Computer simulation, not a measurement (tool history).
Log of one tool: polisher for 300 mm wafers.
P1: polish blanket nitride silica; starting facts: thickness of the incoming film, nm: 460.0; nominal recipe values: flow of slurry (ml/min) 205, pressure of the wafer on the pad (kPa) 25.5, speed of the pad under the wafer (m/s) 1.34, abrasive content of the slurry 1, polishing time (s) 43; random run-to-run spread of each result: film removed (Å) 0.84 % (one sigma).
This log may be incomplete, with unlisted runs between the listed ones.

run	hour	flow of slurry (ml/min)	pressure of the wafer on the pad (kPa)	speed of the pad under the wafer (m/s)	abrasive content of the slurry	polishing time (s)	film removed (Å)
1	12.9	205	25.5	1.34	1	43	313.67
2	26.7	205	34.5	1.86	1	43	546.02
3	35.9	125	25.5	1.34	1	43	286.74
4	53.1	205	38.6	1.34	1	43	471.61
5	63.9	205	25.5	1.34	1.3	43	353.15
6	75.2	320	25.5	1.34	1	43	327.87
7	87.2	205	25.5	1.34	1	20	142.75
8	98.4	205	25.5	1.34	1	43	309.4
9	115.8	205	25.5	1.34	1	43	308.46
10	125.1	205	25.5	1.34	1	43	312.79
11	133.3	125	25.5	1.34	1.3	43	321.52
12	149.5	205	25.5	2.02	1	58	581.99
13	158.4	205	11.7	1.34	1	43	141.71
14	176.1	205	25.5	1.34	1	54	391.67
15	192.1	205	25.5	2.1	1	43	444.76
# hour 193.4: worn pad replaced by a new one
16	207.3	205	25.5	1.34	1	43	311.54
17	225.3	205	25.5	1.34	0.5	43	213.16

What will run 18 give?
18	234.7	205	25.5	0.64	1	43	?

film removed (Å): 171.16
